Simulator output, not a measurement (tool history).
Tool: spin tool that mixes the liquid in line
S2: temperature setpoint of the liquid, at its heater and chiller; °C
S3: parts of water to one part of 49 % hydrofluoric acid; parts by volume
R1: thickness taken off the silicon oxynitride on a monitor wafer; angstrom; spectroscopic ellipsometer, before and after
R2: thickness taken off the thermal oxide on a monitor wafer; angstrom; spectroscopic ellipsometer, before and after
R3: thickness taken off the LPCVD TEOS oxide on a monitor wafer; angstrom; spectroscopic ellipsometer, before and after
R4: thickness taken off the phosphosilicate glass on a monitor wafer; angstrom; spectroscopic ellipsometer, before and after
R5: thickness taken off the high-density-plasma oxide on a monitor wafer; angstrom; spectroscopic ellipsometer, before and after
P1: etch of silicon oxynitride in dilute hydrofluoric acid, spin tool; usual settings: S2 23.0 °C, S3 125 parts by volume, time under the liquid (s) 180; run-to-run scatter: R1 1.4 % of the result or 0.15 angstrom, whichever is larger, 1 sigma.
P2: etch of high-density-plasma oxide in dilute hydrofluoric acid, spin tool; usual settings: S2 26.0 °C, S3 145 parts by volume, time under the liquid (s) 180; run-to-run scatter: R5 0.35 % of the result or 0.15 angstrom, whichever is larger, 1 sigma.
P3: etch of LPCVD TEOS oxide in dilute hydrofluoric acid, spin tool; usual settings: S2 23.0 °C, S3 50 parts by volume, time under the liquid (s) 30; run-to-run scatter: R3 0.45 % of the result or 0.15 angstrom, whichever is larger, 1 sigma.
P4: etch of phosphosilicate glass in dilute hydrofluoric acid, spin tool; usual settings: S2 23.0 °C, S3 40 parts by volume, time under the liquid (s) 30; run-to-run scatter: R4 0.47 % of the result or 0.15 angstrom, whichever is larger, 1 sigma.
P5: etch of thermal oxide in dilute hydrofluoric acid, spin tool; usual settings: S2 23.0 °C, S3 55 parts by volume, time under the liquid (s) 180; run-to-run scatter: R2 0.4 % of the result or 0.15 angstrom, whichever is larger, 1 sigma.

Run 1, day 0.225: process that ran P1, S2 23.0 °C, S3 125 parts by volume, time under the liquid (s) 180. Result: R1 20.3030 angstrom.
Run 2, day 0.471: process that ran P5, S2 23.0 °C, S3 20 parts by volume, time under the liquid (s) 180. Result: R2 436.85 angstrom.
Run 3, day 0.746: process that ran P5, S2 17.0 °C, S3 55 parts by volume, time under the liquid (s) 180. Result: R2 118.82 angstrom.
Run 4, day 0.988: process that ran P1, S2 23.0 °C, S3 125 parts by volume, time under the liquid (s) 85. Result: R1 9.4365 angstrom.
Run 5, day 1.200: process that ran P3, S2 23.0 °C, S3 25 parts by volume, time under the liquid (s) 30. Result: R3 658.76 angstrom.
Run 6, day 1.500: process that ran P4, S2 23.0 °C, S3 40 parts by volume, time under the liquid (s) 30. Result: R4 1598.20 angstrom.
Run 7, day 1.858: process that ran P2, S2 33.5 °C, S3 145 parts by volume, time under the liquid (s) 180. Result: R5 99.5050 angstrom.
Run 8, day 2.150: process that ran P1, S2 23.0 °C, S3 125 parts by volume, time under the liquid (s) 180. Result: R1 19.8730 angstrom.
Run 9, day 2.333: process that ran P1, S2 23.0 °C, S3 125 parts by volume, time under the liquid (s) 180. Result: R1 19.5550 angstrom.
Run 10, day 2.575: process that ran P2, S2 26.0 °C, S3 200 parts by volume, time under the liquid (s) 180. Result: R5 51.6950 angstrom.
At day 2.608: hydrofluoric acid flow meter replaced.
Run 11, day 2.950: process that ran P2, S2 26.0 °C, S3 145 parts by volume, time under the liquid (s) 15. Result: R5 6.2388 angstrom.
Run 12, day 3.300: process that ran P1, S2 23.0 °C, S3 125 parts by volume, time under the liquid (s) 180. Result: R1 19.9300 angstrom.
Run 13, day 3.608: process that ran P3, S2 23.0 °C, S3 50 parts by volume, time under the liquid (s) 30. Result: R3 320.38 angstrom.
Run 14, day 3.900: process that ran P1, S2 23.0 °C, S3 125 parts by volume, time under the liquid (s) 180. Result: R1 20.1570 angstrom.
Run 15, day 4.092: process that ran P1, S2 23.0 °C, S3 70 parts by volume, time under the liquid (s) 180. Result: R1 37.1510 angstrom.
Run 16, day 4.342: process that ran P2, S2 26.0 °C, S3 145 parts by volume, time under the liquid (s) 180. Result: R5 76.0810 angstrom.
Run 17, day 4.679: process that ran P4, S2 23.0 °C, S3 40 parts by volume, time under the liquid (s) 15. Result: R4 788.01 angstrom.
Run 18, day 5.025: process that ran P1, S2 26.5 °C, S3 40 parts by volume, time under the liquid (s) 180. Result: R1 78.1580 angstrom.
Run 19, day 5.371: process that ran P5, S2 23.0 °C, S3 55 parts by volume, time under the liquid (s) 180. Result: R2 152.37 angstrom.
Run 20, day 5.583: process that ran P1, S2 23.0 °C, S3 125 parts by volume, time under the liquid (s) 290. Result: R1 31.9990 angstrom.
Run 21, day 5.808: process that ran P1, S2 17.5 °C, S3 125 parts by volume, time under the liquid (s) 180. Result: R1 15.1960 angstrom.
Run 22, day 6.029: process that ran P3, S2 23.0 °C, S3 50 parts by volume, time under the liquid (s) 55. Result: R3 592.61 angstrom.
Run 23, day 6.221: process that ran P5, S2 23.0 °C, S3 55 parts by volume, time under the liquid (s) 340. Result: R2 288.35 angstrom.
Run 24, day 6.529: process that ran P1, S2 28.0 °C, S3 125 parts by volume, time under the liquid (s) 180. Result: R1 24.8260 angstrom.
Run 25, day 6.850: process that ran P4, S2 23.0 °C, S3 55 parts by volume, time under the liquid (s) 30. Result: R4 1131.80 angstrom.
Run 26, day 7.179: process that ran P3, S2 17.0 °C, S3 50 parts by volume, time under the liquid (s) 30. Result: R3 248.45 angstrom.
Run 27, day 7.483: process that ran P1, S2 23.0 °C, S3 180 parts by volume, time under the liquid (s) 100. Result: R1 7.2887 angstrom.
Run 28, day 7.862: process that ran P4, S2 19.0 °C, S3 40 parts by volume, time under the liquid (s) 30. Result: R4 1329.60 angstrom.
Run 29, day 8.042: process that ran P1, S2 23.0 °C, S3 125 parts by volume, time under the liquid (s) 180. Result: R1 19.7780 angstrom.
Run 30, day 8.221: process that ran P1, S2 23.0 °C, S3 215 parts by volume, time under the liquid (s) 180. Result: R1 11.1950 angstrom.
Run 31, day 8.596: process that ran P1, S2 17.0 °C, S3 70 parts by volume, time under the liquid (s) 180. Result: R1 27.4470 angstrom.
Run 32, day 8.912: process that ran P1, S2 23.0 °C, S3 125 parts by volume, time under the liquid (s) 180. Result: R1 20.2990 angstrom.
Run 33, day 9.138: process that ran P1, S2 23.0 °C, S3 125 parts by volume, time under the liquid (s) 180. Result: R1 21.0060 angstrom.
Run 34, day 9.392: process that ran P1, S2 23.0 °C, S3 125 parts by volume, time under the liquid (s) 180. Result: R1 21.3550 angstrom.
Run 35, day 9.658: process that ran P1, S2 23.0 °C, S3 125 parts by volume, time under the liquid (s) 180. Result: R1 21.7170 angstrom.
Run 36, day 9.892: process that ran P1, S2 23.0 °C, S3 125 parts by volume, time under the liquid (s) 180. Result: R1 21.7600 angstrom.
Run 37, day 10.096: process that ran P1, S2 23.0 °C, S3 125 parts by volume, time under the liquid (s) 180. Result: R1 21.6450 angstrom.
Run 38, day 10.442: process that ran P1, S2 23.0 °C, S3 125 parts by volume, time under the liquid (s) 180. Result: R1 22.4970 angstrom.

What P1 gives has crept away from where it was. These 2 causes fit the log equally well, each at the size given:
A: liquid hotter than its thermometer reads (K) = 1.99
B: hydrofluoric acid flow above the setpoint (%) = 8.8
The creep began at about day 8.912.

4 check runs are offered, each on 2 wafers whose results are averaged, their results left as question marks. Which one tells the causes apart?
Run check 1, day 10.788: process that ran P3, S2 19.0 °C, S3 50 parts by volume, time under the liquid (s) 30. Result: R3 ?.
Run check 2, day 10.788: process that ran P2, S2 26.0 °C, S3 195 parts by volume, time under the liquid (s) 110. Result: R5 ?.
Run check 3, day 10.788: process that ran P4, S2 20.0 °C, S3 40 parts by volume, time under the liquid (s) 15. Result: R4 ?.
Run check 4, day 10.788: process that ran P5, S2 23.0 °C, S3 25 parts by volume, time under the liquid (s) 180. Result: R2 ?.

What each check would give under each cause:
  check  result     if A     if B
check 1      R3   294.12   295.44
check 2      R5  35.0590  36.1610
check 3      R4   758.79   761.76
check 4      R2   379.06   380.30
How far apart the two closest causes lie, in the result that separates them most: check 1 0.45 %; check 2 3.09 %; check 3 0.39 %; check 4 0.33 %
Check 2 tells the causes apart: in the others they would give nearly the same result.

Check 2 was then run and gave: R5 36.1240 angstrom. Which cause is it?

It is B: hydrofluoric acid flow above the setpoint (%).
